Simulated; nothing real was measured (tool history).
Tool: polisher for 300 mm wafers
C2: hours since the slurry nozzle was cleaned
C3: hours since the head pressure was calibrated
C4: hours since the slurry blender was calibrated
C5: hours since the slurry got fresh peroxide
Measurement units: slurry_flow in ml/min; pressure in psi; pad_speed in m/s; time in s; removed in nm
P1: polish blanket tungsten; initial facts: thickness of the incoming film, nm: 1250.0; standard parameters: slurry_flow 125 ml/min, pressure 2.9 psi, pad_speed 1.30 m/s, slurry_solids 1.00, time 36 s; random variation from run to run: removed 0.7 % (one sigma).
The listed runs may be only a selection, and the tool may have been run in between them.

Run 1, hour 5.6: slurry_flow 125 ml/min, pressure 2.9 psi, pad_speed 1.30 m/s, slurry_solids 1.00, time 36 s; wafers polished on this pad 240; C2 90.7; C3 549.1; C4 58.8; C5 50.7. Result: removed 175.980 nm.
Run 2, hour 15.5: slurry_flow 125 ml/min, pressure 2.9 psi, pad_speed 1.76 m/s, slurry_solids 1.00, time 36 s; wafers polished on this pad 415; C2 100.6; C3 559.0; C4 68.7; C5 60.6. Result: removed 234.330 nm.
Run 3, hour 25.6: slurry_flow 125 ml/min, pressure 2.9 psi, pad_speed 1.30 m/s, slurry_solids 0.50, time 36 s; wafers polished on this pad 595; C2 110.7; C3 569.1; C4 78.8; C5 70.7. Result: removed 149.690 nm.
Run 4, hour 32.5: slurry_flow 125 ml/min, pressure 2.9 psi, pad_speed 1.30 m/s, slurry_solids 1.00, time 36 s; wafers polished on this pad 717; C2 117.6; C3 576.0; C4 85.7; C5 77.6. Result: removed 173.180 nm.
Run 5, hour 38.7: slurry_flow 125 ml/min, pressure 2.9 psi, pad_speed 1.30 m/s, slurry_solids 1.00, time 16 s; wafers polished on this pad 827; C2 123.8; C3 582.2; C4 91.9; C5 83.8. Result: removed 77.865 nm.
Run 6, hour 44.1: slurry_flow 125 ml/min, pressure 2.9 psi, pad_speed 1.30 m/s, slurry_solids 1.00, time 57 s; wafers polished on this pad 923; C2 129.2; C3 587.6; C4 97.3; C5 89.2. Result: removed 272.380 nm.
Run 7, hour 50.4: slurry_flow 125 ml/min, pressure 2.9 psi, pad_speed 1.30 m/s, slurry_solids 1.00, time 36 s; wafers polished on this pad 1034; C2 135.5; C3 593.9; C4 103.6; C5 95.5. Result: removed 174.440 nm.
Run 8, hour 55.9: slurry_flow 125 ml/min, pressure 2.9 psi, pad_speed 1.30 m/s, slurry_solids 1.25, time 36 s; wafers polished on this pad 1132; C2 141.0; C3 599.4; C4 109.1; C5 101.0. Result: removed 183.030 nm.
Run 9, hour 64.4: slurry_flow 165 ml/min, pressure 2.9 psi, pad_speed 1.30 m/s, slurry_solids 1.00, time 36 s; wafers polished on this pad 1283; C2 149.5; C3 607.9; C4 117.6; C5 109.5. Result: removed 183.400 nm.
At hour 69.7: worn pad replaced by a new one.
Run 10, hour 70.6: slurry_flow 75 ml/min, pressure 2.9 psi, pad_speed 1.30 m/s, slurry_solids 0.80, time 36 s; wafers polished on this pad 16; C2 155.7; C3 614.1; C4 123.8; C5 115.7. Result: removed 144.170 nm.
Run 11, hour 77.9: slurry_flow 125 ml/min, pressure 4.5 psi, pad_speed 1.30 m/s, slurry_solids 1.00, time 36 s; wafers polished on this pad 145; C2 163.0; C3 621.4; C4 131.1; C5 123.0. Result: removed 269.240 nm.
Run 12, hour 87.9: slurry_flow 125 ml/min, pressure 2.9 psi, pad_speed 1.30 m/s, slurry_solids 1.00, time 36 s; wafers polished on this pad 323; C2 173.0; C3 631.4; C4 141.1; C5 133.0. Result: removed 177.720 nm.
Run 13, hour 93.9: slurry_flow 75 ml/min, pressure 2.9 psi, pad_speed 1.30 m/s, slurry_solids 1.00, time 36 s; wafers polished on this pad 429; C2 179.0; C3 637.4; C4 147.1; C5 139.0. Result: removed 153.080 nm.
Run 14, hour 99.8: slurry_flow 125 ml/min, pressure 1.3 psi, pad_speed 1.30 m/s, slurry_solids 1.00, time 36 s; wafers polished on this pad 534; C2 184.9; C3 643.3; C4 153.0; C5 144.9. Result: removed 78.214 nm.
Run 15, hour 107.0: slurry_flow 125 ml/min, pressure 2.9 psi, pad_speed 1.30 m/s, slurry_solids 1.00, time 36 s; wafers polished on this pad 662; C2 192.1; C3 650.5; C4 160.2; C5 152.1. Result: removed 174.880 nm.
Run 16, hour 113.5: slurry_flow 180 ml/min, pressure 2.9 psi, pad_speed 0.90 m/s, slurry_solids 1.00, time 36 s; wafers polished on this pad 777; C2 198.6; C3 657.0; C4 166.7; C5 158.6. Result: removed 128.120 nm.
Run 17, hour 123.2: slurry_flow 125 ml/min, pressure 2.9 psi, pad_speed 1.30 m/s, slurry_solids 1.45, time 17 s; wafers polished on this pad 949; C2 208.3; C3 666.7; C4 176.4; C5 168.3. Result: removed 89.869 nm.
Run 18, hour 130.9: slurry_flow 125 ml/min, pressure 2.9 psi, pad_speed 0.96 m/s, slurry_solids 1.00, time 36 s; wafers polished on this pad 1086; C2 216.0; C3 674.4; C4 184.1; C5 176.0. Result: removed 127.040 nm.

Run 19 comes next. What will it give?
Run 19, hour 137.9: slurry_flow 125 ml/min, pressure 2.9 psi, pad_speed 1.30 m/s, slurry_solids 1.00, time 36 s; wafers polished on this pad 1210; C2 223.0; C3 681.4; C4 191.1; C5 183.0. Result: removed ?.

removed: 172.030 nm

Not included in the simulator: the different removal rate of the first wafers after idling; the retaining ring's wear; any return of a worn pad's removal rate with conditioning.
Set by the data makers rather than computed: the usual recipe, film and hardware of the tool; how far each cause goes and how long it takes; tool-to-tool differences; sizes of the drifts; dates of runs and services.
